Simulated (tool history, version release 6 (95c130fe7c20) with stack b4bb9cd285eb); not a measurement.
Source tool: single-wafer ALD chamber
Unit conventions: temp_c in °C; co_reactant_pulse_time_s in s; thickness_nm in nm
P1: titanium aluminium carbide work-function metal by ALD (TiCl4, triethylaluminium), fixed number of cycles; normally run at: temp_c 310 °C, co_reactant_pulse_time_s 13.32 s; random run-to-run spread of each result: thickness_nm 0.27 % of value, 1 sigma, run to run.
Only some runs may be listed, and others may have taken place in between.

run	hour	temp_c	co_reactant_pulse_time_s	thickness_nm
1	9.9	310	13.32	2.1305
2	23.7	310	13.32	2.1264
3	39.4	310	13.32	2.1233
4	55.2	310	19.70	2.1462
5	63.2	310	13.32	2.1344
6	75.1	285	13.32	1.9092
7	92.5	334	13.32	2.3511
8	108.6	287	16.90	1.9317
9	122.5	310	7.14	1.9684
10	132.0	310	13.32	2.1269
11	149.1	310	13.32	2.1310
12	162.6	310	13.32	2.1282
13	180.1	310	13.32	2.1144
14	190.6	310	13.32	2.1130
15	207.6	310	13.32	2.1070
16	221.7	310	13.32	2.1051
17	238.9	310	13.32	2.0990
18	254.9	310	13.32	2.0942
19	267.2	310	13.32	2.0920
20	275.5	310	13.32	2.0918

Run 21 is up next; what results do you expect?
21	286.0	310	13.32	?

thickness_nm: 2.0894 nm
